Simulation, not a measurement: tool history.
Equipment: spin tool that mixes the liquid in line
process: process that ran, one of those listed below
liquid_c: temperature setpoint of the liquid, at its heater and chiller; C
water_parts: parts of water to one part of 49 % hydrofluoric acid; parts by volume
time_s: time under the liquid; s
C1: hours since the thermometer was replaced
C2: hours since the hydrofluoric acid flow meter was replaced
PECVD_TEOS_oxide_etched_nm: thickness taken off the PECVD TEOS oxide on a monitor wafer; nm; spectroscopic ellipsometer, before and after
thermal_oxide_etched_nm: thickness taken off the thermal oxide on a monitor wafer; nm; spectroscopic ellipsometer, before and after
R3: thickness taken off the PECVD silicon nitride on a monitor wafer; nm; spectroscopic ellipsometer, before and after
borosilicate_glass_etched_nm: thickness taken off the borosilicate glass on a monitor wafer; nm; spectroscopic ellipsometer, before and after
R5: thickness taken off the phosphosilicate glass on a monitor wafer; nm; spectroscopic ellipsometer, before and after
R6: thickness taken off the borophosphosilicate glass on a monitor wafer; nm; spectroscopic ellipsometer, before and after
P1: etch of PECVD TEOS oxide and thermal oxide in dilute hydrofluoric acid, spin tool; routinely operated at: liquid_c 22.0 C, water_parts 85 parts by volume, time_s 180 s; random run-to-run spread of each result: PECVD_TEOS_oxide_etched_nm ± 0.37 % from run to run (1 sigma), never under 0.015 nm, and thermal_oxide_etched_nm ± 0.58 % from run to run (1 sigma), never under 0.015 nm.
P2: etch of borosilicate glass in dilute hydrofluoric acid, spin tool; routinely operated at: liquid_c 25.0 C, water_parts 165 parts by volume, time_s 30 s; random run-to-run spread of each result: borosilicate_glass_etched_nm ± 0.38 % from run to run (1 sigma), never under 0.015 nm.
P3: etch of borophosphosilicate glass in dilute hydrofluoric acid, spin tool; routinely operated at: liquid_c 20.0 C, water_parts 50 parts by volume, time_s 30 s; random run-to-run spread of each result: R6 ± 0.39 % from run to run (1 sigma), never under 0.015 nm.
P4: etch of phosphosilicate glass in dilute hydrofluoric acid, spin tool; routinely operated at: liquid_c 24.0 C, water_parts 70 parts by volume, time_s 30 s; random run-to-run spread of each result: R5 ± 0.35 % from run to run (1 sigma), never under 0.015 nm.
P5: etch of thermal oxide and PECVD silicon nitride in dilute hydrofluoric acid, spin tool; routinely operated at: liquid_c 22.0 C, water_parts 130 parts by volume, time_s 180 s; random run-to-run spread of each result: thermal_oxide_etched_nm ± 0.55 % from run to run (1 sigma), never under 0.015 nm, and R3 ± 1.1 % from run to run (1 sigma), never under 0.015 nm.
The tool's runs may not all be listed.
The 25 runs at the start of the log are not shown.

run 26 hour=198.4 | process=P1 liquid_c=17.5 water_parts=85 time_s=340 | C1=160.1 C2=525.7 | PECVD_TEOS_oxide_etched_nm=40.3360 thermal_oxide_etched_nm=15.3660
run 27 hour=205.9 | process=P4 liquid_c=24.0 water_parts=100 time_s=30 | C1=167.6 C2=533.2 | R5=35.526
run 28 hour=211.3 | process=P4 liquid_c=24.0 water_parts=70 time_s=30 | C1=173.0 C2=538.6 | R5=52.955
run 29 hour=222.5 | process=P1 liquid_c=22.0 water_parts=85 time_s=180 | C1=184.2 C2=549.8 | PECVD_TEOS_oxide_etched_nm=25.8050 thermal_oxide_etched_nm=9.6677
run 30 hour=232.4 | process=P3 liquid_c=20.0 water_parts=50 time_s=30 | C1=194.1 C2=559.7 | R6=23.205
run 31 hour=241.8 | process=P1 liquid_c=22.0 water_parts=85 time_s=360 | C1=203.5 C2=569.1 | PECVD_TEOS_oxide_etched_nm=51.3020 thermal_oxide_etched_nm=19.4370
run 32 hour=251.7 | process=P1 liquid_c=17.0 water_parts=85 time_s=180 | C1=213.4 C2=579.0 | PECVD_TEOS_oxide_etched_nm=20.7820 thermal_oxide_etched_nm=7.8102
run 33 hour=257.2 | process=P1 liquid_c=22.0 water_parts=85 time_s=180 | C1=218.9 C2=584.5 | PECVD_TEOS_oxide_etched_nm=25.5940 thermal_oxide_etched_nm=9.8418
run 34 hour=268.5 | process=P1 liquid_c=22.0 water_parts=85 time_s=180 | C1=230.2 C2=595.8 | PECVD_TEOS_oxide_etched_nm=24.7710 thermal_oxide_etched_nm=9.3851

Predict the results of run 35:
run 35 hour=276.7 | process=P1 liquid_c=22.0 water_parts=85 time_s=180 | C1=238.4 C2=604.0 | PECVD_TEOS_oxide_etched_nm=? thermal_oxide_etched_nm=?

PECVD_TEOS_oxide_etched_nm: 24.3410 nm
thermal_oxide_etched_nm: 9.1656 nm
